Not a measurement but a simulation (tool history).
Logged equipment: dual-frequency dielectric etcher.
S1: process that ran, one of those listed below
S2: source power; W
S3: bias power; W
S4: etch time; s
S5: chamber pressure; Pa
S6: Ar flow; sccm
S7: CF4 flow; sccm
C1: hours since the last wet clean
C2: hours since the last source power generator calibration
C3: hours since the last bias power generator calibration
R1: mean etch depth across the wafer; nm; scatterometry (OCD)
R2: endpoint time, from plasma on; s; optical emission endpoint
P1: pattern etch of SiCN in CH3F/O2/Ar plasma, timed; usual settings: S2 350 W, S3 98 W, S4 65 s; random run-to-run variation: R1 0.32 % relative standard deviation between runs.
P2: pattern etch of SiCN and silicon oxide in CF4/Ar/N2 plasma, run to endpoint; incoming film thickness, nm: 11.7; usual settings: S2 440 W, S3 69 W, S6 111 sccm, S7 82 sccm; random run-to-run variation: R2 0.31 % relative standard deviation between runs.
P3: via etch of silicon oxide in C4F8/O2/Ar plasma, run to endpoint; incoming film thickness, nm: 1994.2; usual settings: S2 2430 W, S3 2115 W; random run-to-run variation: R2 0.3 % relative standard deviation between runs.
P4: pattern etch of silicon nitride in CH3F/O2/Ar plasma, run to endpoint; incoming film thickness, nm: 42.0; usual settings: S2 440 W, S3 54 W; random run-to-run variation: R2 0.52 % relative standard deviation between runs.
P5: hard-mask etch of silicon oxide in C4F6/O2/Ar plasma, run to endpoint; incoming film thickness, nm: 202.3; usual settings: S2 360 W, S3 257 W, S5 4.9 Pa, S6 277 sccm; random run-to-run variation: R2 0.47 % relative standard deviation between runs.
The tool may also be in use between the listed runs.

run,hour,S1,S2,S3,S4,S5,S6,S7,C1,C2,C3,R1,R2
1,6.8,P1,350,98,65,,,,376.6,762.3,2750.1,26.291,
2,16.7,P5,360,257,,4.9,356,,386.5,772.2,2760,,60.089
3,29.1,P3,1810,2115,,,,,398.9,784.6,2772.4,,415.49
4,37,P2,440,69,,,111,66,406.8,792.5,2780.3,,14.296
5,48.5,P1,220,98,65,,,,418.3,804,2791.8,22.047,
6,61.4,P2,440,92,,,111,82,431.2,816.9,2804.7,,12.545
7,74.2,P4,440,54,,,,,444,829.7,2817.5,,64.817
8,87.2,P4,440,54,,,,,457,842.7,2830.5,,65.023
9,97.2,P1,260,98,41,,,,467,852.7,2840.5,14.812,
10,104.8,P1,350,98,65,,,,474.6,860.3,2848.1,26.202,
11,112.1,P5,490,257,,4.9,277,,481.9,867.6,2855.4,,52.203
12,118.9,P1,350,68,65,,,,488.7,874.4,2862.2,22.796,
13,133.2,P5,360,257,,4.9,277,,503,888.7,2876.5,,58.777
14,140.1,P1,440,98,65,,,,509.9,895.6,2883.4,28.457,
15,151.3,P4,610,54,,,,,521.1,906.8,2894.6,,57.01
16,158,P3,2430,2721,,,,,527.8,913.5,2901.3,,343.25
17,171.1,P2,440,69,,,79,82,540.9,926.6,2914.4,,13.149
18,177.9,P2,440,69,,,111,82,547.7,933.4,2921.2,,13.79
19,188.5,P1,350,98,65,,,,558.3,944,2931.8,26.434,
20,196.2,P1,350,98,65,,,,566,951.7,2939.5,26.147,
21,202.6,P1,350,98,96.5,,,,572.4,958.1,2945.9,38.645,
22,212.9,P2,330,69,,,111,82,582.7,968.4,2956.2,,17.908
23,227.4,P1,470,98,83,,,,597.2,982.9,2970.7,37.288,
24,240.6,P2,440,69,,,111,82,610.4,996.1,2983.9,,13.812
# hour 254.6: wet clean of the chamber
25,254.6,P4,440,65,,,,,0.1,1010.1,2997.9,,60.621
26,268.9,P1,350,98,65,,,,14.4,1024.4,3012.2,26.16,
27,276.2,P5,360,257,,4.9,277,,21.7,1031.7,3019.5,,58.245
28,284.3,P1,350,98,48.5,,,,29.8,1039.8,3027.6,19.563,
29,299,P1,350,117,65,,,,44.5,1054.5,3042.3,27.978,
30,306.8,P5,360,257,,6.9,277,,52.3,1062.3,3050.1,,61.492
31,315.8,P3,2430,2115,,,,,61.3,1071.3,3059.1,,370.91
32,322.7,P5,360,184,,4.9,277,,68.2,1078.2,3066,,65.686
33,336.1,P1,350,98,65,,,,81.6,1091.6,3079.4,26.269,
34,345.7,P1,350,98,65,,,,91.2,1101.2,3089,26.171,
35,355.6,P1,350,98,65,,,,101.1,1111.1,3098.9,26.086,
36,364.9,P1,350,98,65,,,,110.4,1120.4,3108.2,26.051,
37,374.6,P1,350,98,65,,,,120.1,1130.1,3117.9,25.896,
38,383.4,P1,350,98,65,,,,128.9,1138.9,3126.7,25.806,
39,395.5,P1,350,98,65,,,,141,1151,3138.8,25.705,
40,410.1,P1,350,98,65,,,,155.6,1165.6,3153.4,25.862,
41,420,P1,350,98,65,,,,165.5,1175.5,3163.3,25.911,
# hour 426.4: wet clean of the chamber
42,433.7,P1,350,98,65,,,,7.3,1189.2,3177,25.841,
43,448.4,P1,350,98,65,,,,22,1203.9,3191.7,25.856,
44,456.9,P1,350,98,65,,,,30.5,1212.4,3200.2,25.813,

P1 has crept away from where it was. The log is fitted equally well by each of these 2 causes, at the sizes shown:
A: source power that arrives under what is set, % = 4.23
B: bias power that arrives under what is set, % = 4.13
The creep began at about hour 336.1.
All other causes, with the reason each is excluded:
chamber walls in a state that lowers the etch rate, %: serviced at hour 426.4, after the change had begun; the process did not return to its earlier output

Of the 4 check runs listed below, each run on one wafer and each result written as a question mark, which would let you distinguish the listed causes because they would give clearly different results?
check 1,465.4,P5,360,257,,4.9,277,,,,,,?
check 2,465.4,P2,440,69,,,111,82,,,,,?
check 3,465.4,P3,2430,2115,,,,,,,,,?
check 4,465.4,P4,440,54,,,,,,,,,?

Predicted outcomes, by check and by cause:
check,result,if A,if B
check 1,R2,59.537,59.412
check 2,R2,14.32,13.977
check 3,R2,376.8,374.81
check 4,R2,65.564,65.336
Per-check spread between the two closest causes, in the result where they differ most: check 1 0.21 %; check 2 2.43 %; check 3 0.53 %; check 4 0.35 %
The other checks would show nearly matching results whichever cause is true, so check 2 is the only one that separates the causes.

Check 2 was carried out, with these results: R2 14.314 s. Which of the listed causes is responsible?

Of the candidate causes, it is A: source power that arrives under what is set, %.
